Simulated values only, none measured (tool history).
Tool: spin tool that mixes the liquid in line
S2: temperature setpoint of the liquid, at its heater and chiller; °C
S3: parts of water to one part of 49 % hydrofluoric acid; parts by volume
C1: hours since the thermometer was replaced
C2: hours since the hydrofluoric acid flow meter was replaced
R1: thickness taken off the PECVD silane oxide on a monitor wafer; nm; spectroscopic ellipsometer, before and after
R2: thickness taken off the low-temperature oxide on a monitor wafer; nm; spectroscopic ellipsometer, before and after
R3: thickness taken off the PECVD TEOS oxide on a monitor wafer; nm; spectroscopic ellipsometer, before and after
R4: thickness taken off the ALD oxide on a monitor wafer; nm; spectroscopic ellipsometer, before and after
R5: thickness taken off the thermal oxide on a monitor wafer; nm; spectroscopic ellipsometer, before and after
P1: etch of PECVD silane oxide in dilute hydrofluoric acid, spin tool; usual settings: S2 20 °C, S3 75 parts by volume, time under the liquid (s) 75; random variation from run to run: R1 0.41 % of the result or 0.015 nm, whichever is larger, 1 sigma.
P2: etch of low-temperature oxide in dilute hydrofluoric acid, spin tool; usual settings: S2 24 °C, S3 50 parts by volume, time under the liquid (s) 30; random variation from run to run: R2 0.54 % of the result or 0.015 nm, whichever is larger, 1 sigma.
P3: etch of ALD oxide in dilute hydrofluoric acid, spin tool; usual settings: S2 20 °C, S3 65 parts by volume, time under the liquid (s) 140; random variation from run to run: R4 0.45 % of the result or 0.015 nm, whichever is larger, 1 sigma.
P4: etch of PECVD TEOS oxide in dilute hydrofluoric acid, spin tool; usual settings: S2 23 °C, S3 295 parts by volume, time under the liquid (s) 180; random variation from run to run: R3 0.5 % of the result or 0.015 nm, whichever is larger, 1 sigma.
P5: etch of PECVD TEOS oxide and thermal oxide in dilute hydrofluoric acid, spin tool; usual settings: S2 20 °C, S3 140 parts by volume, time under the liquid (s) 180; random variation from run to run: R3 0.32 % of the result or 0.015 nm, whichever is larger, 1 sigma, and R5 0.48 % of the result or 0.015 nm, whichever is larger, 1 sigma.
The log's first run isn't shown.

Run 2, day 1.112: process that ran P2, S2 32 °C, S3 50 parts by volume, time under the liquid (s) 30; C1 478.9; C2 993.5. Result: R2 17.925 nm.
Run 3, day 1.762: process that ran P1, S2 20 °C, S3 20 parts by volume, time under the liquid (s) 35; C1 494.5; C2 1009.1. Result: R1 24.9570 nm.
Run 4, day 2.133: process that ran P4, S2 23 °C, S3 295 parts by volume, time under the liquid (s) 65; C1 503.4; C2 1018.0. Result: R3 2.7606 nm.
Run 5, day 2.704: process that ran P1, S2 20 °C, S3 75 parts by volume, time under the liquid (s) 75; C1 517.1; C2 1031.7. Result: R1 13.2990 nm.
Run 6, day 3.446: process that ran P1, S2 20 °C, S3 30 parts by volume, time under the liquid (s) 75; C1 534.9; C2 1049.5. Result: R1 35.3040 nm.
Run 7, day 3.946: process that ran P4, S2 31 °C, S3 295 parts by volume, time under the liquid (s) 180; C1 546.9; C2 1061.5. Result: R3 9.9149 nm.
Run 8, day 4.338: process that ran P3, S2 20 °C, S3 95 parts by volume, time under the liquid (s) 140; C1 556.3; C2 1070.9. Result: R4 29.831 nm.
Run 9, day 5.083: process that ran P5, S2 17 °C, S3 140 parts by volume, time under the liquid (s) 180; C1 574.2; C2 1088.8. Result: R3 19.1740 nm, R5 4.1910 nm.
Run 10, day 5.779: process that ran P4, S2 23 °C, S3 460 parts by volume, time under the liquid (s) 180; C1 590.9; C2 1105.5. Result: R3 4.1696 nm.
Run 11, day 6.579: process that ran P2, S2 24 °C, S3 50 parts by volume, time under the liquid (s) 60; C1 610.1; C2 1124.7. Result: R2 26.195 nm.
Run 12, day 7.167: process that ran P3, S2 17 °C, S3 65 parts by volume, time under the liquid (s) 140; C1 624.2; C2 1138.8. Result: R4 39.657 nm.
Run 13, day 7.888: process that ran P1, S2 17 °C, S3 75 parts by volume, time under the liquid (s) 75; C1 641.5; C2 1156.1. Result: R1 11.7490 nm.
Run 14, day 8.308: process that ran P1, S2 20 °C, S3 75 parts by volume, time under the liquid (s) 75; C1 651.6; C2 1166.2. Result: R1 13.2920 nm.
Run 15, day 8.796: process that ran P1, S2 20 °C, S3 120 parts by volume, time under the liquid (s) 75; C1 663.3; C2 1177.9. Result: R1 7.8577 nm.
Run 16, day 9.538: process that ran P4, S2 23 °C, S3 295 parts by volume, time under the liquid (s) 180; C1 681.1; C2 1195.7. Result: R3 7.5025 nm.
Run 17, day 10.171: process that ran P2, S2 24 °C, S3 50 parts by volume, time under the liquid (s) 30; C1 696.3; C2 1210.9. Result: R2 13.050 nm.
Run 18, day 10.888: process that ran P5, S2 20 °C, S3 195 parts by volume, time under the liquid (s) 180; C1 713.5; C2 1228.1. Result: R3 14.6690 nm, R5 3.2323 nm.
Run 19, day 11.617: process that ran P5, S2 20 °C, S3 140 parts by volume, time under the liquid (s) 360; C1 731.0; C2 1245.6. Result: R3 43.1030 nm, R5 9.4365 nm.
Run 20, day 12.279: process that ran P4, S2 23 °C, S3 295 parts by volume, time under the liquid (s) 180; C1 746.9; C2 1261.5. Result: R3 7.5223 nm.
Run 21, day 12.654: process that ran P1, S2 20 °C, S3 75 parts by volume, time under the liquid (s) 30; C1 755.9; C2 1270.5. Result: R1 5.3385 nm.
Run 22, day 13.333: process that ran P1, S2 20 °C, S3 75 parts by volume, time under the liquid (s) 75; C1 772.2; C2 1286.8. Result: R1 13.3170 nm.
Run 23, day 13.992: process that ran P1, S2 20 °C, S3 75 parts by volume, time under the liquid (s) 110; C1 788.0; C2 1302.6. Result: R1 19.6500 nm.
Run 24, day 14.683: process that ran P3, S2 20 °C, S3 65 parts by volume, time under the liquid (s) 140; C1 804.6; C2 1319.2. Result: R4 44.955 nm.

Run 25 comes next. What will it give?
Run 25, day 15.358: process that ran P5, S2 20 °C, S3 140 parts by volume, time under the liquid (s) 180; C1 820.8; C2 1335.4. Result: R3 ?, R5 ?.

R3: 21.6260 nm
R5: 4.7457 nm
